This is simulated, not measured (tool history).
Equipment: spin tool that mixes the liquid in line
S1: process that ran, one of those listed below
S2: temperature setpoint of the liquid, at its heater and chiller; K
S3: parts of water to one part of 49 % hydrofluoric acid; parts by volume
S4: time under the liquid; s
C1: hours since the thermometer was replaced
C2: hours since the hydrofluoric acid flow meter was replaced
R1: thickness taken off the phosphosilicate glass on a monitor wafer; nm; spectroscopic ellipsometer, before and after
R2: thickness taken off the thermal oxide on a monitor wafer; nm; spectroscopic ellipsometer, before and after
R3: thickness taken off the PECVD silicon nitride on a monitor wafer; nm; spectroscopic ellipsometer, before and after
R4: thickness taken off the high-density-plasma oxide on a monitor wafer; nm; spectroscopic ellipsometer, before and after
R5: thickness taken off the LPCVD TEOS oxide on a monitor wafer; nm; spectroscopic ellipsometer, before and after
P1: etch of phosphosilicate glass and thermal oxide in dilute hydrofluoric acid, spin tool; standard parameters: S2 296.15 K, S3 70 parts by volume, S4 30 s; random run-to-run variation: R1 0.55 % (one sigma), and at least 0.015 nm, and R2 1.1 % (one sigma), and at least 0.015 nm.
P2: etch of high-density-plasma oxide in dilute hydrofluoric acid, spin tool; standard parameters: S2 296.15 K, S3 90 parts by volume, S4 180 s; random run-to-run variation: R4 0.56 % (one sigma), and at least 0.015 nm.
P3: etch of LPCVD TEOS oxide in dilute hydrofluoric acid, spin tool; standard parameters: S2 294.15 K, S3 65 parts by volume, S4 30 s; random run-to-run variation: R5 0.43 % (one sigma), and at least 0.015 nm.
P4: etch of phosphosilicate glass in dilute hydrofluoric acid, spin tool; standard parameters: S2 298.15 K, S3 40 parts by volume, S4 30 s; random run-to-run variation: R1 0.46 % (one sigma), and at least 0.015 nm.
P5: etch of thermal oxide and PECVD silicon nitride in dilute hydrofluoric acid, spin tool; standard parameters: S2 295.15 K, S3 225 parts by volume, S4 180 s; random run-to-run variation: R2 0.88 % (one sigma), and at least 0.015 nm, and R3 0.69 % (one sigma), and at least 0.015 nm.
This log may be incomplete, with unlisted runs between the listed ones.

run,hour,S1,S2,S3,S4,C1,C2,R1,R2,R3,R4,R5
1,4.7,P1,296.15,70,30,729.5,866.4,27.936,2.1015,,,
2,7.3,P1,296.15,95,30,732.1,869.0,19.842,1.5197,,,
3,12.5,P4,305.65,40,30,737.3,874.2,138.240,,,,
4,16.5,P1,296.15,30,30,741.3,878.2,68.125,5.1707,,,
5,20.6,P1,296.15,70,15,745.4,882.3,13.851,1.0470,,,
6,23.9,P5,295.15,225,180,748.7,885.6,,2.9046,4.0366,,
7,28.5,P2,296.15,90,100,753.3,890.2,,,,10.375,
8,33.0,P1,296.15,70,30,757.8,894.7,27.861,2.0946,,,
9,38.3,P1,296.15,70,50,763.1,900.0,46.331,3.5045,,,
10,41.1,P2,296.15,90,180,765.9,902.8,,,,18.403,
11,45.3,P5,295.15,395,180,770.1,907.0,,1.4356,2.3370,,
12,50.8,P2,301.65,90,180,775.6,912.5,,,,23.042,
13,55.8,P4,298.15,40,30,780.6,917.5,102.370,,,,
14,58.5,P1,296.15,70,30,783.3,920.2,28.007,2.0824,,,
15,62.0,P1,290.15,70,30,786.8,923.7,21.571,1.6474,,,
16,66.4,P5,295.15,225,100,791.2,928.1,,1.6044,2.1885,,
17,71.9,P3,294.15,65,15,796.7,933.6,,,,,8.1761
18,74.5,P1,296.15,70,30,799.3,936.2,27.520,2.0920,,,
19,78.4,P4,298.15,20,30,803.2,940.1,209.890,,,,
20,83.0,P1,302.15,70,30,807.8,944.7,35.305,2.6276,,,
21,86.4,P4,298.15,40,60,811.2,948.1,205.000,,,,
22,91.7,P3,294.15,65,30,816.5,953.4,,,,,16.3540
23,95.9,P3,290.15,65,30,820.7,957.6,,,,,13.7480
24,98.5,P2,296.15,90,180,823.3,960.2,,,,18.555,
25,103.1,P2,296.15,40,180,827.9,964.8,,,,44.468,
26,106.0,P5,299.65,225,180,830.8,967.7,,3.4105,5.3245,,
27,110.6,P1,296.15,35,15,835.4,972.3,29.156,2.2083,,,
28,116.4,P1,296.15,70,30,841.2,978.1,27.761,2.0940,,,
29,120.1,P3,294.15,65,30,844.9,981.8,,,,,16.4360
30,122.7,P3,294.15,20,30,847.5,984.4,,,,,56.4060
31,127.9,P1,296.15,70,30,852.7,989.6,27.930,2.0911,,,
32,132.5,P1,296.15,70,30,857.3,994.2,28.721,2.1722,,,
33,136.2,P1,296.15,70,30,861.0,997.9,28.924,2.1951,,,
34,139.8,P1,296.15,70,30,864.6,1001.5,29.293,2.2167,,,
35,144.2,P1,296.15,70,30,869.0,1005.9,29.473,2.2281,,,
36,149.4,P1,296.15,70,30,874.2,1011.1,29.410,2.2281,,,
37,152.5,P1,296.15,70,30,877.3,1014.2,29.625,2.1788,,,
38,156.1,P1,296.15,70,30,880.9,1017.8,29.933,2.2608,,,

P1 no longer gives what it gave before; its output has crept away from where it was. The following 2 causes, each at its listed size, fit the log equally well:
A: hydrofluoric acid flow above the setpoint (%) = 6
B: liquid hotter than its thermometer reads (K) = 1.57
The drift started at roughly hour 127.9.

Each of the check runs listed below is run on 2 wafers and reports their average, with the results left as question marks. Pick the one under which the possible causes would lead to clearly different results.
check 1,159.7,P5,295.15,225,180,,,,?,?,,
check 2,159.7,P2,296.15,90,180,,,,,,?,
check 3,159.7,P3,294.15,65,30,,,,,,,?
check 4,159.7,P4,298.15,40,30,,,?,,,,

Check results expected under each cause:
check,result,if A,if B
check 1,R2,3.1326,3.0914
check 1,R3,4.2576,4.4419
check 2,R4,19.840,19.807
check 3,R5,17.4230,17.4630
check 4,R1,109.230,109.560
Minimum pairwise separation of causes per check, each pair taken at its best-separating result: check 1 4.24 %; check 2 0.17 %; check 3 0.23 %; check 4 0.3 %
Only check 1 tells the causes apart: in the others they would give nearly the same result.

After running check 1, the following was obtained: R2 3.1075 nm; R3 4.2899 nm. Which cause does this point to?

Of the candidate causes, it is A: hydrofluoric acid flow above the setpoint (%).
